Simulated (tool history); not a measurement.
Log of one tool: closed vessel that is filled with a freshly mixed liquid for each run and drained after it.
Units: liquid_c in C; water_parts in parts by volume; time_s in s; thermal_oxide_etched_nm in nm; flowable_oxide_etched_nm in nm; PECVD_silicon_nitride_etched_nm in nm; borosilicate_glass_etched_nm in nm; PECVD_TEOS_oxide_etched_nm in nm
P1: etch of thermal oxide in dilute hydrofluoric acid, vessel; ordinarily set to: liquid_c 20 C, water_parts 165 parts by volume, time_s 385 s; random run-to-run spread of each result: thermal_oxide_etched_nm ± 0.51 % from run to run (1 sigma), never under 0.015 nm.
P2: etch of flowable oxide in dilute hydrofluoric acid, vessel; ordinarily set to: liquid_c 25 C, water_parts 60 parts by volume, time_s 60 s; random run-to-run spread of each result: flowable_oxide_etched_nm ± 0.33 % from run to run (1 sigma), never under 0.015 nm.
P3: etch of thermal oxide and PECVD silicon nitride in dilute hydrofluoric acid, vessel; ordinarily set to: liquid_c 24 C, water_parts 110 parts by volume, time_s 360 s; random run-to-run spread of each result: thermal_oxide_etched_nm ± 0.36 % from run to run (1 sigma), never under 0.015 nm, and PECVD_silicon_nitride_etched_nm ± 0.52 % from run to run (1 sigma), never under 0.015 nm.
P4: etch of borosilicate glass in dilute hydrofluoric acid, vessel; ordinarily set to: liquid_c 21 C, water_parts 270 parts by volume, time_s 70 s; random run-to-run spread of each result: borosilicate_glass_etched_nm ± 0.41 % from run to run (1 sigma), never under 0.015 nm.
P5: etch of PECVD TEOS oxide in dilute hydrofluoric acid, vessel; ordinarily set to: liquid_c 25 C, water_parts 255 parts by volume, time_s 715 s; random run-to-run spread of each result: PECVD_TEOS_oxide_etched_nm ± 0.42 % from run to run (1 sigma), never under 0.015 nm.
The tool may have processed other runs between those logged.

| run | hour | process | liquid_c | water_parts | time_s | thermal_oxide_etched_nm | flowable_oxide_etched_nm | PECVD_silicon_nitride_etched_nm | borosilicate_glass_etched_nm | PECVD_TEOS_oxide_etched_nm |
|---|---|---|---|---|---|---|---|---|---|---|
| 1 | 3.8 | P1 | 20 | 165 | 385 | 8.3611 |  |  |  |  |
| 2 | 8.5 | P2 | 25 | 60 | 60 |  | 50.307 |  |  |  |
| 3 | 11.4 | P3 | 24 | 110 | 30 | 1.2365 |  | 1.5178 |  |  |
| 4 | 16.4 | P1 | 20 | 165 | 385 | 8.2826 |  |  |  |  |
| 5 | 20.1 | P1 | 17 | 165 | 385 | 7.4738 |  |  |  |  |
| 6 | 25.5 | P2 | 25 | 110 | 60 |  | 25.52 |  |  |  |
| 7 | 29.1 | P4 | 21 | 270 | 70 |  |  |  | 7.5794 |  |
| 8 | 32.1 | P1 | 20 | 165 | 385 | 8.4525 |  |  |  |  |
| 9 | 36.5 | P4 | 21 | 270 | 110 |  |  |  | 11.905 |  |
| 10 | 40.5 | P1 | 20 | 165 | 385 | 8.4464 |  |  |  |  |
| 11 | 43.5 | P1 | 27 | 235 | 385 | 7.1756 |  |  |  |  |
| 12 | 47.5 | P5 | 25 | 255 | 715 |  |  |  |  | 53.077 |
| 13 | 52 | P1 | 20 | 165 | 385 | 8.4148 |  |  |  |  |
| 14 | 54.9 | P3 | 24 | 110 | 360 | 14.89 |  | 17.83 |  |  |
| 15 | 60.4 | P2 | 25 | 60 | 110 |  | 91.683 |  |  |  |
| 16 | 64.3 | P5 | 25 | 255 | 85 |  |  |  |  | 6.3395 |
| 17 | 68.3 | P1 | 25.5 | 165 | 385 | 10.502 |  |  |  |  |
| 18 | 71.1 | P1 | 20 | 165 | 45 | 0.97156 |  |  |  |  |
| 19 | 74.9 | P4 | 27 | 270 | 70 |  |  |  | 9.3722 |  |
| 20 | 79 | P1 | 20 | 75 | 385 | 20.469 |  |  |  |  |
| 21 | 84 | P1 | 20 | 270 | 385 | 4.6813 |  |  |  |  |
| 22 | 88.2 | P3 | 24 | 200 | 360 | 7.3245 |  | 10.007 |  |  |
| 23 | 94.5 | P4 | 21 | 45 | 70 |  |  |  | 58.089 |  |
| 24 | 98 | P3 | 18 | 110 | 360 | 11.689 |  | 12.103 |  |  |
| 25 | 102.2 | P5 | 25 | 365 | 715 |  |  |  |  | 32.972 |
| 26 | 106.4 | P1 | 20 | 165 | 620 | 13.632 |  |  |  |  |
| 27 | 110 | P1 | 17 | 50 | 385 | 27.639 |  |  |  |  |
| 28 | 115.2 | P1 | 20 | 265 | 45 | 0.54259 |  |  |  |  |
| 29 | 120.6 | P2 | 32.5 | 60 | 60 |  | 67.495 |  |  |  |
| 30 | 124.3 | P5 | 18.5 | 255 | 715 |  |  |  |  | 41.763 |
| 31 | 127.5 | P4 | 21 | 270 | 70 |  |  |  | 7.6148 |  |
| 32 | 131.5 | P1 | 20 | 165 | 385 | 8.409 |  |  |  |  |
| 33 | 137.3 | P1 | 20 | 165 | 385 | 7.9836 |  |  |  |  |
| 34 | 142.5 | P1 | 20 | 165 | 385 | 7.7914 |  |  |  |  |
| 35 | 148.8 | P1 | 20 | 165 | 385 | 7.7207 |  |  |  |  |
| 36 | 153.6 | P1 | 20 | 165 | 385 | 7.7121 |  |  |  |  |
| 37 | 159.7 | P1 | 20 | 165 | 385 | 7.688 |  |  |  |  |
| 38 | 163.3 | P1 | 20 | 165 | 385 | 7.7721 |  |  |  |  |

What P1 gives has crept away from where it was. These 2 causes fit the log equally well, each at the size given:
A: hydrofluoric acid flow below the setpoint (%) = 7.5
B: liquid colder than its thermometer reads (K) = 2.3
The gradual shift began around hour 131.5.

Of the 4 check runs listed below, each run on one wafer and each result written as a question mark, which would let you distinguish the listed causes because they would give clearly different results?
| check 1 | 166.9 | P2 | 25 | 95 | 90 |  | ? |  |  |  |
| check 2 | 166.9 | P5 | 19 | 255 | 340 |  |  |  |  | ? |
| check 3 | 166.9 | P3 | 24 | 190 | 150 | ? |  | ? |  |  |
| check 4 | 166.9 | P4 | 26 | 60 | 70 |  |  |  | ? |  |

Expected result of each check under each candidate cause:
| check | result | if A | if B |
|---|---|---|---|
| check 1 | flowable_oxide_etched_nm | 41.448 | 41.285 |
| check 2 | PECVD_TEOS_oxide_etched_nm | 18.353 | 18.507 |
| check 3 | thermal_oxide_etched_nm | 2.9585 | 2.9821 |
| check 3 | PECVD_silicon_nitride_etched_nm | 4.0314 | 3.7575 |
| check 4 | borosilicate_glass_etched_nm | 48.342 | 47.922 |
Distance between the nearest two causes, measured in the result of the check that separates them most: check 1 0.39 %; check 2 0.83 %; check 3 7.04 %; check 4 0.87 %
The other checks would show nearly matching results whichever cause is true, so check 3 is the only one that separates the causes.

The results of check 3 are: thermal_oxide_etched_nm 2.9819 nm; PECVD_silicon_nitride_etched_nm 3.7567 nm. Based on these, which of the listed causes is it?

It was cause B: liquid colder than its thermometer reads (K).
